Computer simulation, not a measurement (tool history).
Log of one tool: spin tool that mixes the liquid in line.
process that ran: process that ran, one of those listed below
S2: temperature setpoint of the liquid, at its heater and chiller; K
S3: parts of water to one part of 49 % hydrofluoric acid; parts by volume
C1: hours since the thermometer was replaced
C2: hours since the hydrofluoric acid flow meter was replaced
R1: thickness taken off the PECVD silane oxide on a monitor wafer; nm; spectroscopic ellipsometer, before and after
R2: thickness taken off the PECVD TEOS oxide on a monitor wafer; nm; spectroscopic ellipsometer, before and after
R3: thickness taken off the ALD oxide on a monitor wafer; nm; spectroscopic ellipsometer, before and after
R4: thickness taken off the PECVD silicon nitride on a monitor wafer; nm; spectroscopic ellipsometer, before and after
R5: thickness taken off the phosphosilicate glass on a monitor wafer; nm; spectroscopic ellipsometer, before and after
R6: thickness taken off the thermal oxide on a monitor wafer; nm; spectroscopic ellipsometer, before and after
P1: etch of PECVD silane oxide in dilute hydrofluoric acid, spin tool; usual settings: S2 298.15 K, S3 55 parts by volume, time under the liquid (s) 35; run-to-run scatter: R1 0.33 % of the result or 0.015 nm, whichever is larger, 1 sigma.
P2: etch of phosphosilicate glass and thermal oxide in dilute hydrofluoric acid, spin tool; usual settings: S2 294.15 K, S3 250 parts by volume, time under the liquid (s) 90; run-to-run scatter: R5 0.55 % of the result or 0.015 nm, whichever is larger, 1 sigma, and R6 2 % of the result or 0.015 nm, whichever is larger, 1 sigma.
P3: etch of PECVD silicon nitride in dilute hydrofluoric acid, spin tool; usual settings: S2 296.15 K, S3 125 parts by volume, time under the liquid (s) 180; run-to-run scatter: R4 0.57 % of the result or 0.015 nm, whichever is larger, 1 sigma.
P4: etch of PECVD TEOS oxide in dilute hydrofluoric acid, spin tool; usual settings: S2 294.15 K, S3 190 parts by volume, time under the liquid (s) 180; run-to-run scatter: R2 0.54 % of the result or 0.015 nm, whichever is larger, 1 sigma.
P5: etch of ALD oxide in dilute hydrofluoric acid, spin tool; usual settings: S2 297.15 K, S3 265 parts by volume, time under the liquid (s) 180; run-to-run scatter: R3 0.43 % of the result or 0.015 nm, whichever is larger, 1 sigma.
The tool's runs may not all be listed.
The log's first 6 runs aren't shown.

{"run": 7, "hour": 34.6, "process that ran": "P5", "S2": 297.15, "S3": 265, "time under the liquid (s)": 180, "C1": 1579.2, "C2": 669.8, "R3": 6.6342}
{"run": 8, "hour": 40.9, "process that ran": "P3", "S2": 296.15, "S3": 30, "time under the liquid (s)": 180, "C1": 1585.5, "C2": 676.1, "R4": 23.714}
{"run": 9, "hour": 44.2, "process that ran": "P5", "S2": 290.15, "S3": 265, "time under the liquid (s)": 180, "C1": 1588.8, "C2": 679.4, "R3": 5.1595}
{"run": 10, "hour": 49.0, "process that ran": "P1", "S2": 298.15, "S3": 55, "time under the liquid (s)": 35, "C1": 1593.6, "C2": 684.2, "R1": 31.795}
{"run": 11, "hour": 55.0, "process that ran": "P2", "S2": 294.15, "S3": 250, "time under the liquid (s)": 90, "C1": 1599.6, "C2": 690.2, "R5": 24.337, "R6": 1.1804}
{"run": 12, "hour": 58.9, "process that ran": "P1", "S2": 298.15, "S3": 55, "time under the liquid (s)": 35, "C1": 1603.5, "C2": 694.1, "R1": 31.981}
{"run": 13, "hour": 65.3, "process that ran": "P1", "S2": 298.15, "S3": 55, "time under the liquid (s)": 35, "C1": 1609.9, "C2": 700.5, "R1": 32.144}
{"run": 14, "hour": 70.6, "process that ran": "P1", "S2": 302.15, "S3": 85, "time under the liquid (s)": 35, "C1": 1615.2, "C2": 705.8, "R1": 23.117}
{"run": 15, "hour": 76.5, "process that ran": "P1", "S2": 298.15, "S3": 100, "time under the liquid (s)": 35, "C1": 1621.1, "C2": 711.7, "R1": 16.54}
{"run": 16, "hour": 83.0, "process that ran": "P2", "S2": 294.15, "S3": 250, "time under the liquid (s)": 15, "C1": 1627.6, "C2": 718.2, "R5": 4.0255, "R6": 0.21324}
{"run": 17, "hour": 89.1, "process that ran": "P1", "S2": 298.15, "S3": 55, "time under the liquid (s)": 35, "C1": 1633.7, "C2": 724.3, "R1": 31.844}
{"run": 18, "hour": 93.9, "process that ran": "P2", "S2": 294.15, "S3": 415, "time under the liquid (s)": 90, "C1": 1638.5, "C2": 729.1, "R5": 12.551, "R6": 0.65235}
{"run": 19, "hour": 100.6, "process that ran": "P2", "S2": 290.15, "S3": 250, "time under the liquid (s)": 90, "C1": 1645.2, "C2": 735.8, "R5": 20.87, "R6": 1.0415}
{"run": 20, "hour": 105.0, "process that ran": "P2", "S2": 294.15, "S3": 250, "time under the liquid (s)": 90, "C1": 1649.6, "C2": 740.2, "R5": 24.188, "R6": 1.2}
{"run": 21, "hour": 111.7, "process that ran": "P1", "S2": 298.15, "S3": 55, "time under the liquid (s)": 50, "C1": 1656.3, "C2": 746.9, "R1": 45.709}
{"run": 22, "hour": 115.2, "process that ran": "P1", "S2": 293.65, "S3": 55, "time under the liquid (s)": 60, "C1": 1659.8, "C2": 750.4, "R1": 45.475}

Run 23 comes next. What will it give?
{"run": 23, "hour": 121.3, "process that ran": "P4", "S2": 294.15, "S3": 190, "time under the liquid (s)": 360, "C1": 1665.9, "C2": 756.5, "R2": "?"}

R2: 44.031 nm
